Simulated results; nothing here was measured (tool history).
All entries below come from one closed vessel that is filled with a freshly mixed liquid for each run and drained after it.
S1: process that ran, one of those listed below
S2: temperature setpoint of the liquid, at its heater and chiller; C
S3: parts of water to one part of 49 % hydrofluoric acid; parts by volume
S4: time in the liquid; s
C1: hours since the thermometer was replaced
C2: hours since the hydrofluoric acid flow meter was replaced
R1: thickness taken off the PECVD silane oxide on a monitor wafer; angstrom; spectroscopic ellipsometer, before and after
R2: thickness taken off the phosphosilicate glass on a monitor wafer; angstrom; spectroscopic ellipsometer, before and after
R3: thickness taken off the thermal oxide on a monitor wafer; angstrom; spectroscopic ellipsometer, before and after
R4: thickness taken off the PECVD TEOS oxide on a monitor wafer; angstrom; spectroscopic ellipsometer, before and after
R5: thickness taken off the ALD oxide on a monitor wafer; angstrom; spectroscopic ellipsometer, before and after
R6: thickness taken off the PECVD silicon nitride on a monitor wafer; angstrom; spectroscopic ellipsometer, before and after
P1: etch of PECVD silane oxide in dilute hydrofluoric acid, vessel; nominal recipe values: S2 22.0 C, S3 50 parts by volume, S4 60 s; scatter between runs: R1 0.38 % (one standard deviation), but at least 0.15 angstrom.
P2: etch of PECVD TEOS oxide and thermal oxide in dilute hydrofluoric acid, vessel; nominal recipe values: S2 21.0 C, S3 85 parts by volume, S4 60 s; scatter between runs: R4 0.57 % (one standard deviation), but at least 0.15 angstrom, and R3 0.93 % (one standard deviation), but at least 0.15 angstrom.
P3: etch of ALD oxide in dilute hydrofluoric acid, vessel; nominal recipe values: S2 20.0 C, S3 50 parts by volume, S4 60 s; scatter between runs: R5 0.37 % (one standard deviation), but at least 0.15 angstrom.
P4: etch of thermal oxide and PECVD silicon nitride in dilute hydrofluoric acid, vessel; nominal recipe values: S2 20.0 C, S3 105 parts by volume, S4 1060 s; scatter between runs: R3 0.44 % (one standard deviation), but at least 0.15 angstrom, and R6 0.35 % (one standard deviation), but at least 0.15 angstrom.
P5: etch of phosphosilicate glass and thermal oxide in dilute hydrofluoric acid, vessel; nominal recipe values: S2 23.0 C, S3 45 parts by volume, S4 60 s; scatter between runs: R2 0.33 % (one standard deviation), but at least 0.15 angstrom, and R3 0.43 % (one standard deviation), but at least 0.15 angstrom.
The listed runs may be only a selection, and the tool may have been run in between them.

Run 1, hour 9.4: S1 P1, S2 22.0 C, S3 50 parts by volume, S4 60 s; C1 1170.2; C2 656.5. Result: R1 366.06 angstrom.
Run 2, hour 21.2: S1 P5, S2 23.0 C, S3 70 parts by volume, S4 60 s; C1 1182.0; C2 668.3. Result: R2 518.67 angstrom, R3 39.794 angstrom.
Run 3, hour 31.2: S1 P1, S2 22.0 C, S3 50 parts by volume, S4 60 s; C1 1192.0; C2 678.3. Result: R1 365.25 angstrom.
Run 4, hour 44.6: S1 P1, S2 22.0 C, S3 20 parts by volume, S4 60 s; C1 1205.4; C2 691.7. Result: R1 951.72 angstrom.
Run 5, hour 50.8: S1 P2, S2 17.0 C, S3 85 parts by volume, S4 60 s; C1 1211.6; C2 697.9. Result: R3 25.745 angstrom, R4 71.802 angstrom.
Run 6, hour 58.2: S1 P1, S2 22.0 C, S3 50 parts by volume, S4 105 s; C1 1219.0; C2 705.3. Result: R1 637.80 angstrom.
Run 7, hour 64.9: S1 P3, S2 20.0 C, S3 50 parts by volume, S4 115 s; C1 1225.7; C2 712.0. Result: R5 359.90 angstrom.
Run 8, hour 73.8: S1 P1, S2 22.0 C, S3 50 parts by volume, S4 60 s; C1 1234.6; C2 720.9. Result: R1 366.49 angstrom.
Run 9, hour 87.2: S1 P1, S2 30.0 C, S3 50 parts by volume, S4 60 s; C1 1248.0; C2 734.3. Result: R1 503.53 angstrom.
Run 10, hour 98.2: S1 P1, S2 26.5 C, S3 20 parts by volume, S4 60 s; C1 1259.0; C2 745.3. Result: R1 1147.80 angstrom.
Run 11, hour 107.0: S1 P4, S2 28.5 C, S3 105 parts by volume, S4 1060 s; C1 1267.8; C2 754.1. Result: R3 529.780 angstrom, R6 419.19 angstrom.
Run 12, hour 116.4: S1 P1, S2 22.0 C, S3 50 parts by volume, S4 60 s; C1 1277.2; C2 763.5. Result: R1 363.85 angstrom.
Run 13, hour 126.3: S1 P5, S2 23.0 C, S3 45 parts by volume, S4 30 s; C1 1287.1; C2 773.4. Result: R2 415.13 angstrom, R3 31.774 angstrom.
Run 14, hour 136.7: S1 P2, S2 21.0 C, S3 85 parts by volume, S4 115 s; C1 1297.5; C2 783.8. Result: R3 58.432 angstrom, R4 162.090 angstrom.
Run 15, hour 144.3: S1 P1, S2 22.0 C, S3 50 parts by volume, S4 60 s; C1 1305.1; C2 791.4. Result: R1 365.50 angstrom.
Run 16, hour 157.1: S1 P5, S2 23.0 C, S3 45 parts by volume, S4 60 s; C1 1317.9; C2 804.2. Result: R2 823.56 angstrom, R3 63.949 angstrom.
Run 17, hour 170.6: S1 P3, S2 20.0 C, S3 50 parts by volume, S4 60 s; C1 1331.4; C2 817.7. Result: R5 186.56 angstrom.
Run 18, hour 179.3: S1 P1, S2 27.5 C, S3 50 parts by volume, S4 85 s; C1 1340.1; C2 826.4. Result: R1 650.10 angstrom.
Run 19, hour 187.7: S1 P5, S2 23.0 C, S3 45 parts by volume, S4 60 s; C1 1348.5; C2 834.8. Result: R2 831.48 angstrom, R3 63.565 angstrom.
Run 20, hour 196.3: S1 P4, S2 20.0 C, S3 105 parts by volume, S4 1060 s; C1 1357.1; C2 843.4. Result: R3 379.550 angstrom, R6 239.18 angstrom.
Run 21, hour 206.3: S1 P3, S2 26.5 C, S3 50 parts by volume, S4 60 s; C1 1367.1; C2 853.4. Result: R5 245.57 angstrom.
Run 22, hour 212.9: S1 P4, S2 20.0 C, S3 105 parts by volume, S4 1060 s; C1 1373.7; C2 860.0. Result: R3 378.130 angstrom, R6 238.35 angstrom.
Run 23, hour 221.0: S1 P1, S2 22.0 C, S3 50 parts by volume, S4 60 s; C1 1381.8; C2 868.1. Result: R1 365.32 angstrom.
Run 24, hour 228.0: S1 P1, S2 17.0 C, S3 50 parts by volume, S4 60 s; C1 1388.8; C2 875.1. Result: R1 294.50 angstrom.
Run 25, hour 234.4: S1 P2, S2 21.0 C, S3 85 parts by volume, S4 60 s; C1 1395.2; C2 881.5. Result: R3 30.083 angstrom, R4 84.009 angstrom.
Run 26, hour 247.7: S1 P2, S2 21.0 C, S3 145 parts by volume, S4 60 s; C1 1408.5; C2 894.8. Result: R3 16.828 angstrom, R4 46.744 angstrom.
Run 27, hour 258.8: S1 P4, S2 20.0 C, S3 40 parts by volume, S4 1060 s; C1 1419.6; C2 905.9. Result: R3 1081.500 angstrom, R6 616.40 angstrom.
Run 28, hour 270.0: S1 P4, S2 20.0 C, S3 105 parts by volume, S4 1525 s; C1 1430.8; C2 917.1. Result: R3 550.210 angstrom, R6 343.79 angstrom.
Run 29, hour 283.9: S1 P1, S2 22.0 C, S3 70 parts by volume, S4 60 s; C1 1444.7; C2 931.0. Result: R1 253.34 angstrom.
Run 30, hour 295.7: S1 P1, S2 22.0 C, S3 20 parts by volume, S4 30 s; C1 1456.5; C2 942.8. Result: R1 475.84 angstrom.
Run 31, hour 306.6: S1 P1, S2 22.0 C, S3 50 parts by volume, S4 30 s; C1 1467.4; C2 953.7. Result: R1 182.02 angstrom.
Run 32, hour 318.1: S1 P3, S2 20.0 C, S3 30 parts by volume, S4 60 s; C1 1478.9; C2 965.2. Result: R5 319.19 angstrom.
Run 33, hour 330.6: S1 P5, S2 29.0 C, S3 45 parts by volume, S4 60 s; C1 1491.4; C2 977.7. Result: R2 1059.40 angstrom, R3 81.808 angstrom.
Run 34, hour 339.7: S1 P1, S2 22.0 C, S3 50 parts by volume, S4 60 s; C1 1500.5; C2 986.8. Result: R1 365.04 angstrom.
Run 35, hour 352.5: S1 P1, S2 22.0 C, S3 50 parts by volume, S4 60 s; C1 1513.3; C2 999.6. Result: R1 382.43 angstrom.
Run 36, hour 358.9: S1 P1, S2 22.0 C, S3 50 parts by volume, S4 60 s; C1 1519.7; C2 1006.0. Result: R1 388.51 angstrom.
Run 37, hour 370.2: S1 P1, S2 22.0 C, S3 50 parts by volume, S4 60 s; C1 1531.0; C2 1017.3. Result: R1 393.43 angstrom.
Run 38, hour 381.0: S1 P1, S2 22.0 C, S3 50 parts by volume, S4 60 s; C1 1541.8; C2 1028.1. Result: R1 397.65 angstrom.
Run 39, hour 390.6: S1 P1, S2 22.0 C, S3 50 parts by volume, S4 60 s; C1 1551.4; C2 1037.7. Result: R1 400.46 angstrom.
Run 40, hour 404.1: S1 P1, S2 22.0 C, S3 50 parts by volume, S4 60 s; C1 1564.9; C2 1051.2. Result: R1 403.36 angstrom.
Run 41, hour 412.5: S1 P1, S2 22.0 C, S3 50 parts by volume, S4 60 s; C1 1573.3; C2 1059.6. Result: R1 403.01 angstrom.
Run 42, hour 424.8: S1 P1, S2 22.0 C, S3 50 parts by volume, S4 60 s; C1 1585.6; C2 1071.9. Result: R1 403.47 angstrom.

Something has made what P1 gives creep away from where it was; the 2 causes below, each at its own stated size, fit the log equally well:
A: hydrofluoric acid flow above the setpoint (%) = 9.83
B: liquid hotter than its thermometer reads (K) = 2.4
At approximately hour 339.7, the process output began to creep.

Question marks stand in for the results of the 4 check runs listed below, each run on one wafer. Under which run would the listed causes show clearly different results?
Run check 1, hour 437.1: S1 P3, S2 20.0 C, S3 50 parts by volume, S4 60 s. Result: R5 ?.
Run check 2, hour 437.1: S1 P4, S2 20.0 C, S3 105 parts by volume, S4 1060 s. Result: R3 ?, R6 ?.
Run check 3, hour 437.1: S1 P5, S2 23.0 C, S3 45 parts by volume, S4 60 s. Result: R2 ?, R3 ?.
Run check 4, hour 437.1: S1 P2, S2 21.0 C, S3 85 parts by volume, S4 60 s. Result: R3 ?, R4 ?.

Outcome of each check run for each possible cause:
  check  result     if A     if B
check 1      R5   207.17   207.53
check 2      R3  423.230  420.240
check 2      R6   262.72   281.76
check 3      R2   917.40   917.34
check 3      R3   70.402   70.398
check 4      R3   33.613   33.442
check 4      R4   93.691   93.215
Separation of the two closest causes in each check, using whichever result separates them best: check 1 0.17 %; check 2 6.99 %; check 3 0.01 %; check 4 0.51 %
Only check 2 tells the causes apart: in the others they would give nearly the same result.

Here is what check 2 returned: R3 419.450 angstrom; R6 281.65 angstrom. Which cause is it?

It was cause B: liquid hotter than its thermometer reads (K).
